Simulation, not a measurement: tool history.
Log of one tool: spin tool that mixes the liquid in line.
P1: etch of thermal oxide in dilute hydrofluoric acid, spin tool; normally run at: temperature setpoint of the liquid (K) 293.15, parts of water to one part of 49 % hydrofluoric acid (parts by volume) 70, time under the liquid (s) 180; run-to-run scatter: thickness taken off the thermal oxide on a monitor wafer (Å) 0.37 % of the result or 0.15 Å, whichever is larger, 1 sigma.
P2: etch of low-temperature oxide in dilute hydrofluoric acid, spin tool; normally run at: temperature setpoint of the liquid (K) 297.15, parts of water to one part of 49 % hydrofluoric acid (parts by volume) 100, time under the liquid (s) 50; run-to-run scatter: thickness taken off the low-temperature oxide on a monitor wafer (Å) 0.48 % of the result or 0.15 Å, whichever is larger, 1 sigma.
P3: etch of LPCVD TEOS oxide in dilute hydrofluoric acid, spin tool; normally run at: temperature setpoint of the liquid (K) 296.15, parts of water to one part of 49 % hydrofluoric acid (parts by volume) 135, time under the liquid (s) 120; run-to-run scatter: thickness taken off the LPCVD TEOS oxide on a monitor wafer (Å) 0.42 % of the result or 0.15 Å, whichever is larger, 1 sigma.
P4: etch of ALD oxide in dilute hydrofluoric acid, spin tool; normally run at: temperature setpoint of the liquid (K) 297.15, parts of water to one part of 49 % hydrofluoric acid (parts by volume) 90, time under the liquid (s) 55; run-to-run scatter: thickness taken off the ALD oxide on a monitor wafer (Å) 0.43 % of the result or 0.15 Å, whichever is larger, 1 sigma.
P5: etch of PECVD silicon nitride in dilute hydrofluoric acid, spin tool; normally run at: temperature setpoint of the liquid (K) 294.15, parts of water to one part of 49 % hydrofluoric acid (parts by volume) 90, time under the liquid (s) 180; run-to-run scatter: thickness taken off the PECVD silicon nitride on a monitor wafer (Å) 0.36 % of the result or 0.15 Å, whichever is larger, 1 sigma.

| run | hour | process that ran | temperature setpoint of the liquid (K) | parts of water to one part of 49 % hydrofluoric acid (parts by volume) | time under the liquid (s) | thickness taken off the thermal oxide on a monitor wafer (Å) | thickness taken off the LPCVD TEOS oxide on a monitor wafer (Å) | thickness taken off the ALD oxide on a monitor wafer (Å) | thickness taken off the low-temperature oxide on a monitor wafer (Å) | thickness taken off the PECVD silicon nitride on a monitor wafer (Å) |
|---|---|---|---|---|---|---|---|---|---|---|
| 1 | 11.9 | P1 | 293.15 | 70 | 180 | 108.96 |  |  |  |  |
| 2 | 27.3 | P3 | 296.15 | 135 | 225 |  | 265.45 |  |  |  |
| 3 | 39.2 | P3 | 296.15 | 135 | 120 |  | 139.93 |  |  |  |
| 4 | 57.1 | P1 | 293.15 | 70 | 180 | 108.79 |  |  |  |  |
| 5 | 73.5 | P1 | 293.15 | 25 | 30 | 53.496 |  |  |  |  |
| 6 | 84.9 | P1 | 293.15 | 70 | 180 | 109.31 |  |  |  |  |
| 7 | 93.2 | P4 | 302.65 | 90 | 55 |  |  | 203.45 |  |  |
| 8 | 103.9 | P2 | 297.15 | 100 | 50 |  |  |  | 74.321 |  |
| 9 | 120 | P3 | 296.15 | 35 | 120 |  | 611.22 |  |  |  |
| 10 | 135 | P2 | 297.15 | 100 | 25 |  |  |  | 37.142 |  |
| 11 | 146.1 | P5 | 301.65 | 90 | 180 |  |  |  |  | 140.69 |
| 12 | 159.4 | P1 | 293.15 | 70 | 15 | 9.0128 |  |  |  |  |
| 13 | 177.8 | P5 | 294.15 | 90 | 180 |  |  |  |  | 86.318 |
| 14 | 195 | P4 | 297.15 | 90 | 55 |  |  | 162.91 |  |  |
| 15 | 209.7 | P2 | 297.15 | 35 | 50 |  |  |  | 233.01 |  |
| 16 | 223.5 | P4 | 297.15 | 130 | 55 |  |  | 107.8 |  |  |
| 17 | 234.4 | P1 | 293.15 | 70 | 180 | 108.82 |  |  |  |  |
| 18 | 251.6 | P3 | 300.65 | 135 | 120 |  | 166.88 |  |  |  |
| 19 | 265.8 | P2 | 302.15 | 100 | 50 |  |  |  | 91.018 |  |
| 20 | 279.6 | P1 | 293.15 | 70 | 335 | 202 |  |  |  |  |
| 21 | 291.1 | P1 | 293.15 | 70 | 180 | 109.17 |  |  |  |  |
| 22 | 299.6 | P4 | 297.15 | 90 | 55 |  |  | 165.28 |  |  |
| 23 | 309.9 | P1 | 300.15 | 125 | 180 | 75.129 |  |  |  |  |
| 24 | 327.4 | P1 | 290.15 | 70 | 180 | 96.212 |  |  |  |  |
| 25 | 343.8 | P1 | 293.15 | 40 | 180 | 196.31 |  |  |  |  |
| 26 | 362.3 | P3 | 296.15 | 135 | 120 |  | 140.24 |  |  |  |
| 27 | 371.2 | P1 | 300.15 | 70 | 180 | 145.98 |  |  |  |  |
| 28 | 381.8 | P1 | 293.15 | 105 | 180 | 70.168 |  |  |  |  |
| 29 | 399.6 | P5 | 294.15 | 25 | 180 |  |  |  |  | 301.1 |
| 30 | 417.6 | P5 | 294.15 | 90 | 90 |  |  |  |  | 43.029 |
| 31 | 432.2 | P1 | 293.15 | 70 | 180 | 108.6 |  |  |  |  |
| 32 | 447.4 | P4 | 297.15 | 90 | 110 |  |  | 325.86 |  |  |
| 33 | 460.4 | P1 | 293.15 | 70 | 180 | 109.2 |  |  |  |  |
| 34 | 471.6 | P1 | 293.15 | 70 | 180 | 111.52 |  |  |  |  |
| 35 | 480.1 | P1 | 293.15 | 70 | 180 | 112.44 |  |  |  |  |
| 36 | 491 | P1 | 293.15 | 70 | 180 | 114.07 |  |  |  |  |
| 37 | 500.6 | P1 | 293.15 | 70 | 180 | 114.64 |  |  |  |  |
| 38 | 512.5 | P1 | 293.15 | 70 | 180 | 115.97 |  |  |  |  |
| 39 | 530.9 | P1 | 293.15 | 70 | 180 | 116.06 |  |  |  |  |
| 40 | 546.3 | P1 | 293.15 | 70 | 180 | 116.56 |  |  |  |  |
| 41 | 557.4 | P1 | 293.15 | 70 | 180 | 116.97 |  |  |  |  |
| 42 | 569.3 | P1 | 293.15 | 70 | 180 | 117.66 |  |  |  |  |
| 43 | 584.2 | P1 | 293.15 | 70 | 180 | 117.48 |  |  |  |  |

What P1 gives has crept away from where it was. These 2 causes fit the log equally well, each at the size given:
A: liquid hotter than its thermometer reads (K) = 1.71
B: hydrofluoric acid flow above the setpoint (%) = 6.78
The creep began at about hour 460.4.

4 check runs are offered, one wafer each, their results left as question marks. Which one tells the causes apart?
| check 1 | 599.1 | P3 | 296.15 | 135 | 120 |  | ? |  |  |  |
| check 2 | 599.1 | P2 | 297.15 | 100 | 50 |  |  |  | ? |  |
| check 3 | 599.1 | P4 | 297.15 | 90 | 55 |  |  | ? |  |  |
| check 4 | 599.1 | P5 | 294.15 | 90 | 180 |  |  |  |  | ? |

What each check would give under each cause:
| check | result | if A | if B |
|---|---|---|---|
| check 1 | thickness taken off the LPCVD TEOS oxide on a monitor wafer (Å) | 150.5 | 151.9 |
| check 2 | thickness taken off the low-temperature oxide on a monitor wafer (Å) | 79.755 | 80.253 |
| check 3 | thickness taken off the ALD oxide on a monitor wafer (Å) | 174.94 | 175.82 |
| check 4 | thickness taken off the PECVD silicon nitride on a monitor wafer (Å) | 96.948 | 92.126 |
How far apart the two closest causes lie, in the result that separates them most: check 1 0.93 %; check 2 0.62 %; check 3 0.5 %; check 4 5.1 %
Only check 4 tells the causes apart: in the others they would give nearly the same result.

Check 4 was then run and gave: thickness taken off the PECVD silicon nitride on a monitor wafer (Å) 92.064. Which cause is it?

It is B: hydrofluoric acid flow above the setpoint (%).
